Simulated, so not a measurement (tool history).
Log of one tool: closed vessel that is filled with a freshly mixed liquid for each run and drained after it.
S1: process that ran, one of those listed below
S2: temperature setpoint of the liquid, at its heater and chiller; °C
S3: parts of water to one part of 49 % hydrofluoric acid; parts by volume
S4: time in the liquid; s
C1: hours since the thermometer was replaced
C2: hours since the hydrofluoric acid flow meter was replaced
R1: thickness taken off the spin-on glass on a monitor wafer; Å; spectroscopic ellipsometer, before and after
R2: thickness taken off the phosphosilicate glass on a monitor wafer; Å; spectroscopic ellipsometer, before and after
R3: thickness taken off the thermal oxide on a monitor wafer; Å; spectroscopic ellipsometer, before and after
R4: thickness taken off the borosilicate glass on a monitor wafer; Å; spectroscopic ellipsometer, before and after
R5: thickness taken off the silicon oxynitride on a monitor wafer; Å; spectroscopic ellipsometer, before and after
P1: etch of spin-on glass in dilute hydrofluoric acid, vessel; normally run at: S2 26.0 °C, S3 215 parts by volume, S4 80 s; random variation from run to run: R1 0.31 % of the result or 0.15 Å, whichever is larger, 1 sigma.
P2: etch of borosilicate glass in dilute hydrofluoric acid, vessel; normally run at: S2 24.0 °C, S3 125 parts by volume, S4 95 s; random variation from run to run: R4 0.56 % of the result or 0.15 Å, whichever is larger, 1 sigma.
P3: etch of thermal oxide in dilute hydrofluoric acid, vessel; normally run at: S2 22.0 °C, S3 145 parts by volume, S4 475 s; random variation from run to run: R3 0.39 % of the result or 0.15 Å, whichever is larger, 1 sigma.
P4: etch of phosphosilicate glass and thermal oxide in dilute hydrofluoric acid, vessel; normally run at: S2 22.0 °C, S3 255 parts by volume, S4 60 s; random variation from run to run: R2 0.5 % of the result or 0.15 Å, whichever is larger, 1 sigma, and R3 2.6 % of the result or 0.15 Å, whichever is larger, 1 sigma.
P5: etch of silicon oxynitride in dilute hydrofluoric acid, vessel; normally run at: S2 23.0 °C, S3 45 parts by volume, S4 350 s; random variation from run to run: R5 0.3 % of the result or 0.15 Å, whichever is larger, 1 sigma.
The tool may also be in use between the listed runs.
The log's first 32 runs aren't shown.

run	hour	S1	S2	S3	S4	C1	C2	R1	R2	R3	R4	R5
33	291.4	P2	24.0	75	95	608.1	950.8				406.48	
34	297.3	P1	26.0	215	80	614.0	956.7	216.580				
35	302.5	P1	26.0	215	80	619.2	961.9	215.580				
36	314.3	P1	26.0	215	80	631.0	973.7	210.660				
37	321.8	P1	26.0	215	80	638.5	981.2	209.780				
38	332.9	P1	26.0	215	80	649.6	992.3	208.730				
39	338.2	P1	26.0	215	80	654.9	997.6	207.950				
40	350.1	P1	26.0	215	80	666.8	1009.5	206.210				

Forecast run 41:
41	361.8	P1	26.0	215	80	678.5	1021.2	?				

Run 41 gave R1 206.370 Å.
